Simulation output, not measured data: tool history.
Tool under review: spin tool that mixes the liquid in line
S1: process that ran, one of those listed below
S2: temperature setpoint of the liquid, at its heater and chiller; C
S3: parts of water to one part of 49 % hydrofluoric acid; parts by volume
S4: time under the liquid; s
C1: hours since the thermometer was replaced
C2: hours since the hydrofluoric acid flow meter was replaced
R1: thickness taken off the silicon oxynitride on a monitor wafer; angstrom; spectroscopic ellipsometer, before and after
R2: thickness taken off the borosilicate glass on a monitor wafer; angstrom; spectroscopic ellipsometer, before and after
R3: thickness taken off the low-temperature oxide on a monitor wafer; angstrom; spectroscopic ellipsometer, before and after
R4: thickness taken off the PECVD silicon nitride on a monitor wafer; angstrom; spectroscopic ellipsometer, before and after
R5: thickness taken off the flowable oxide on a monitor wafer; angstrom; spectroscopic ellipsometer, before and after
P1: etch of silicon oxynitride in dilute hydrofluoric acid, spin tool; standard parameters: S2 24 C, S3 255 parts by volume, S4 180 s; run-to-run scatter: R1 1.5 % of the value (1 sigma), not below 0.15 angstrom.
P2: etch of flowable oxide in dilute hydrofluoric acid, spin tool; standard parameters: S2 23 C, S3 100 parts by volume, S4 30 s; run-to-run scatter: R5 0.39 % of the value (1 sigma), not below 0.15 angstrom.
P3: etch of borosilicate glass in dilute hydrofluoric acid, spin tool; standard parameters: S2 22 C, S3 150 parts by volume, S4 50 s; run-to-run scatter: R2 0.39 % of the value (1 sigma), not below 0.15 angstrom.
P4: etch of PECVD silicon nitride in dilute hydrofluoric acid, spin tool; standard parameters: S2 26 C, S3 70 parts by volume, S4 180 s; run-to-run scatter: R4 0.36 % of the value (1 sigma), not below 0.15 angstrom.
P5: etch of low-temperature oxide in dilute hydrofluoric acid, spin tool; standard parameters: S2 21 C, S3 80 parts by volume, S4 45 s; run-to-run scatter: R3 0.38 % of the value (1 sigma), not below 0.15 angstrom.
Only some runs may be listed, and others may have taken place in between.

| run | day | S1 | S2 | S3 | S4 | C1 | C2 | R1 | R2 | R3 | R4 | R5 |
|---|---|---|---|---|---|---|---|---|---|---|---|---|
| 1 | 0.138 | P1 | 24 | 255 | 180 | 1037.9 | 577.5 | 18.567 |  |  |  |  |
| 2 | 0.267 | P1 | 24 | 255 | 180 | 1041 | 580.6 | 17.687 |  |  |  |  |
| 3 | 0.421 | P3 | 22 | 260 | 50 | 1044.7 | 584.3 |  | 40.522 |  |  |  |
| 4 | 0.642 | P5 | 21 | 80 | 45 | 1050 | 589.6 |  |  | 93.803 |  |  |
| 5 | 0.775 | P4 | 26 | 70 | 180 | 1053.2 | 592.8 |  |  |  | 78.734 |  |
| 6 | 0.925 | P1 | 20.5 | 85 | 180 | 1056.8 | 596.4 | 51.755 |  |  |  |  |
| 7 | 1.188 | P1 | 24 | 255 | 180 | 1063.1 | 602.7 | 18.109 |  |  |  |  |
| 8 | 1.379 | P4 | 21 | 70 | 180 | 1067.7 | 607.3 |  |  |  | 56.743 |  |
| 9 | 1.575 | P1 | 24 | 95 | 35 | 1072.4 | 612 | 10.737 |  |  |  |  |
| 10 | 1.867 | P5 | 17 | 80 | 45 | 1079.4 | 619 |  |  | 79.854 |  |  |
| 11 | 2.133 | P2 | 29 | 100 | 30 | 1085.8 | 625.4 |  |  |  |  | 153.07 |
| 12 | 2.392 | P1 | 24 | 415 | 180 | 1092 | 631.6 | 9.8031 |  |  |  |  |
| 13 | 2.588 | P2 | 23 | 100 | 30 | 1096.7 | 636.3 |  |  |  |  | 122.38 |
| 14 | 2.808 | P5 | 21 | 80 | 45 | 1102 | 641.6 |  |  | 93.577 |  |  |
| 15 | 3.083 | P1 | 28.5 | 255 | 180 | 1108.6 | 648.2 | 21.378 |  |  |  |  |
| 16 | 3.367 | P5 | 21 | 80 | 15 | 1115.4 | 655 |  |  | 31.214 |  |  |
| 17 | 3.533 | P3 | 22 | 150 | 50 | 1119.4 | 659 |  | 79.614 |  |  |  |
| 18 | 3.762 | P1 | 24 | 155 | 180 | 1124.9 | 664.5 | 31.723 |  |  |  |  |
| 19 | 4.012 | P1 | 24 | 255 | 180 | 1130.9 | 670.5 | 17.614 |  |  |  |  |
| 20 | 4.275 | P4 | 26 | 45 | 180 | 1137.2 | 676.8 |  |  |  | 122.88 |  |
| 21 | 4.492 | P1 | 24 | 255 | 180 | 1142.4 | 682 | 17.89 |  |  |  |  |
| 22 | 4.679 | P3 | 22 | 150 | 50 | 1146.9 | 686.5 |  | 78.898 |  |  |  |
| 23 | 4.854 | P2 | 23 | 100 | 50 | 1151.1 | 690.7 |  |  |  |  | 202.66 |
| 24 | 5.017 | P2 | 23 | 100 | 30 | 1155 | 694.6 |  |  |  |  | 121.95 |
| 25 | 5.3 | P1 | 24 | 255 | 350 | 1161.8 | 701.4 | 35.084 |  |  |  |  |
| 26 | 5.488 | P1 | 18 | 255 | 180 | 1166.3 | 705.9 | 13.789 |  |  |  |  |
| 27 | 5.638 | P1 | 24 | 255 | 180 | 1169.9 | 709.5 | 17.952 |  |  |  |  |
| 28 | 5.912 | P3 | 17.5 | 150 | 50 | 1176.5 | 716.1 |  | 65.705 |  |  |  |
| 29 | 6.162 | P5 | 21 | 50 | 45 | 1182.5 | 722.1 |  |  | 156.03 |  |  |
| 30 | 6.3 | P1 | 24 | 255 | 75 | 1185.8 | 725.4 | 7.6832 |  |  |  |  |
| 31 | 6.479 | P2 | 23 | 155 | 30 | 1190.1 | 729.7 |  |  |  |  | 73.645 |
| 32 | 6.767 | P3 | 22 | 150 | 15 | 1197 | 736.6 |  | 23.7 |  |  |  |
| 33 | 7.058 | P4 | 26 | 70 | 275 | 1204 | 743.6 |  |  |  | 120.1 |  |
| 34 | 7.292 | P1 | 24 | 255 | 180 | 1209.6 | 749.2 | 18.218 |  |  |  |  |
| 35 | 7.575 | P1 | 24 | 255 | 180 | 1216.4 | 756 | 18.989 |  |  |  |  |
| 36 | 7.854 | P1 | 24 | 255 | 180 | 1223.1 | 762.7 | 19.406 |  |  |  |  |
| 37 | 8.017 | P1 | 24 | 255 | 180 | 1227 | 766.6 | 19.405 |  |  |  |  |
| 38 | 8.246 | P1 | 24 | 255 | 180 | 1232.5 | 772.1 | 19.643 |  |  |  |  |
| 39 | 8.496 | P1 | 24 | 255 | 180 | 1238.5 | 778.1 | 19.317 |  |  |  |  |
| 40 | 8.642 | P1 | 24 | 255 | 180 | 1242 | 781.6 | 19.563 |  |  |  |  |
| 41 | 8.767 | P1 | 24 | 255 | 180 | 1245 | 784.6 | 19.457 |  |  |  |  |
| 42 | 8.975 | P1 | 24 | 255 | 180 | 1250 | 789.6 | 19.301 |  |  |  |  |
| 43 | 9.258 | P1 | 24 | 255 | 180 | 1256.8 | 796.4 | 19.258 |  |  |  |  |
| 44 | 9.479 | P1 | 24 | 255 | 180 | 1262.1 | 801.7 | 19.825 |  |  |  |  |

P1 has crept away from where it was. The log is fitted equally well by each of these 2 causes, at the sizes shown:
A: hydrofluoric acid flow above the setpoint (%) = 7.47
B: liquid hotter than its thermometer reads (K) = 1.98
The drift started at roughly day 7.292.

Of the 4 check runs listed below, each run on one wafer and each result written as a question mark, which would let you distinguish the listed causes because they would give clearly different results?
| check 1 | 9.7 | P3 | 22 | 150 | 50 |  |  |  | ? |  |  |  |
| check 2 | 9.7 | P5 | 21 | 80 | 45 |  |  |  |  | ? |  |  |
| check 3 | 9.7 | P2 | 23 | 100 | 30 |  |  |  |  |  |  | ? |
| check 4 | 9.7 | P4 | 26 | 70 | 180 |  |  |  |  |  | ? |  |

What every check run would give for each of its results, assuming each possible cause in turn:
| check | result | if A | if B |
|---|---|---|---|
| check 1 | R2 | 85.845 | 85.241 |
| check 2 | R3 | 101.5 | 101.75 |
| check 3 | R5 | 131.74 | 131.48 |
| check 4 | R4 | 84.783 | 89.848 |
Distance between the nearest two causes, measured in the result of the check that separates them most: check 1 0.71 %; check 2 0.24 %; check 3 0.2 %; check 4 5.8 %
Only check 4 tells the causes apart: in the others they would give nearly the same result.

Check 4 was carried out, with these results: R4 89.978 angstrom. Which of the listed causes is responsible?

It is B: liquid hotter than its thermometer reads (K).

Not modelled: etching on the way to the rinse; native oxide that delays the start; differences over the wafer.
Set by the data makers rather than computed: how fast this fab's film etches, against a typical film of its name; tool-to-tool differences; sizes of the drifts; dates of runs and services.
